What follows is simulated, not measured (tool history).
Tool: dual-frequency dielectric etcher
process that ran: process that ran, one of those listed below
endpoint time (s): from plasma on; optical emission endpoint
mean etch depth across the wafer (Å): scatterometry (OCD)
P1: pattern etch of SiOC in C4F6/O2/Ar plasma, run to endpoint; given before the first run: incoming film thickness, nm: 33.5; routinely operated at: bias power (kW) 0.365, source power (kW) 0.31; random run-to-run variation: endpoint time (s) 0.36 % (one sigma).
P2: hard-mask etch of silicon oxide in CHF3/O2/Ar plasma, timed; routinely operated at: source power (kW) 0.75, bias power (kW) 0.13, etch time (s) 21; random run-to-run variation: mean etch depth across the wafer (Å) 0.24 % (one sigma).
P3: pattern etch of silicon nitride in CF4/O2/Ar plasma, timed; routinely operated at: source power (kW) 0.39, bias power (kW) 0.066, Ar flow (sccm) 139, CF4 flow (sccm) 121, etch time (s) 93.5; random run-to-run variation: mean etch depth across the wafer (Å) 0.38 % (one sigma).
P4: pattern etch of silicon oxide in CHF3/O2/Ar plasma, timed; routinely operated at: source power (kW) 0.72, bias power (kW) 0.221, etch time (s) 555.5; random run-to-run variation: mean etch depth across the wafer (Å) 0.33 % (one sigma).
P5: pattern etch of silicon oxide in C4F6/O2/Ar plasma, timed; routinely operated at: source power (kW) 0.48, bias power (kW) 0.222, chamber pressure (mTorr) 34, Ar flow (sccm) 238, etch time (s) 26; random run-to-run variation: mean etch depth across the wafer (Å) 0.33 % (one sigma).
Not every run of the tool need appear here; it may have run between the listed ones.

| run | hour | process that ran | bias power (kW) | source power (kW) | Ar flow (sccm) | CF4 flow (sccm) | etch time (s) | chamber pressure (mTorr) | endpoint time (s) | mean etch depth across the wafer (Å) |
|---|---|---|---|---|---|---|---|---|---|---|
| 1 | 11.4 | P1 | 0.365 | 0.31 |  |  |  |  | 13.408 |  |
| 2 | 18 | P3 | 0.066 | 0.39 | 81 | 121 | 93.5 |  |  | 1639.4 |
| 3 | 26.5 | P5 | 0.222 | 0.48 | 238 |  | 26 | 34 |  | 946.73 |
| 4 | 37.7 | P1 | 0.51 | 0.31 |  |  |  |  | 11.784 |  |
| 5 | 44 | P5 | 0.222 | 0.48 | 238 |  | 26 | 43 |  | 925.62 |
| 6 | 54 | P3 | 0.066 | 0.39 | 139 | 121 | 54 |  |  | 898.43 |
| 7 | 63.8 | P5 | 0.222 | 0.48 | 301 |  | 26 | 34 |  | 930.12 |
|  | 71.9 | source power generator calibrated |
| 8 | 73.8 | P1 | 0.303 | 0.2 |  |  |  |  | 16.807 |  |
| 9 | 83.6 | P3 | 0.066 | 0.39 | 139 | 121 | 93.5 |  |  | 1551.7 |
| 10 | 95.3 | P1 | 0.365 | 0.31 |  |  |  |  | 13.341 |  |
| 11 | 104.1 | P1 | 0.222 | 0.31 |  |  |  |  | 15.969 |  |
| 12 | 114.5 | P1 | 0.365 | 0.31 |  |  |  |  | 13.276 |  |
| 13 | 123.9 | P2 | 0.13 | 0.48 |  |  | 21 |  |  | 337.78 |
| 14 | 131 | P1 | 0.365 | 0.2 |  |  |  |  | 15.754 |  |
| 15 | 140.9 | P4 | 0.221 | 0.53 |  |  | 555.5 |  |  | 11158 |
|  | 146.7 | wet clean of the chamber |
| 16 | 148.9 | P3 | 0.087 | 0.39 | 139 | 121 | 93.5 |  |  | 1739.7 |
| 17 | 160.1 | P5 | 0.222 | 0.48 | 238 |  | 16.5 | 34 |  | 605.61 |
| 18 | 171.3 | P5 | 0.222 | 0.38 | 238 |  | 26 | 34 |  | 873.81 |
| 19 | 182.4 | P2 | 0.104 | 0.75 |  |  | 21 |  |  | 376.7 |
| 20 | 191.8 | P2 | 0.13 | 0.75 |  |  | 29.5 |  |  | 563.91 |
| 21 | 203.2 | P5 | 0.308 | 0.48 | 238 |  | 26 | 34 |  | 1069.7 |
| 22 | 209.8 | P2 | 0.13 | 0.75 |  |  | 21 |  |  | 400.82 |
| 23 | 216.6 | P4 | 0.221 | 0.72 |  |  | 555.5 |  |  | 12491 |
| 24 | 227 | P1 | 0.365 | 0.31 |  |  |  |  | 13.317 |  |
| 25 | 234.6 | P1 | 0.365 | 0.31 |  |  |  |  | 13.272 |  |
| 26 | 240.9 | P4 | 0.221 | 0.72 |  |  | 555.5 |  |  | 12489 |
| 27 | 247.3 | P3 | 0.066 | 0.27 | 139 | 121 | 93.5 |  |  | 1127 |
| 28 | 255.4 | P1 | 0.365 | 0.31 |  |  |  |  | 13.394 |  |
| 29 | 262.9 | P4 | 0.131 | 0.72 |  |  | 555.5 |  |  | 10524 |
| 30 | 271 | P4 | 0.221 | 0.72 |  |  | 799.5 |  |  | 18016 |
| 31 | 278.8 | P3 | 0.066 | 0.39 | 139 | 163 | 93.5 |  |  | 1602.8 |
| 32 | 284.7 | P1 | 0.365 | 0.4 |  |  |  |  | 12.095 |  |
| 33 | 293 | P2 | 0.13 | 0.75 |  |  | 21 |  |  | 402.12 |
| 34 | 299.2 | P3 | 0.066 | 0.39 | 139 | 121 | 93.5 |  |  | 1549.6 |
| 35 | 307.2 | P1 | 0.365 | 0.31 |  |  |  |  | 13.226 |  |
| 36 | 316.8 | P1 | 0.365 | 0.31 |  |  |  |  | 13.517 |  |

The next listed run, before its measurement:
| 37 | 322.2 | P1 | 0.365 | 0.31 |  |  |  |  | ? |  |

Logged for run 37: endpoint time (s) 13.597.
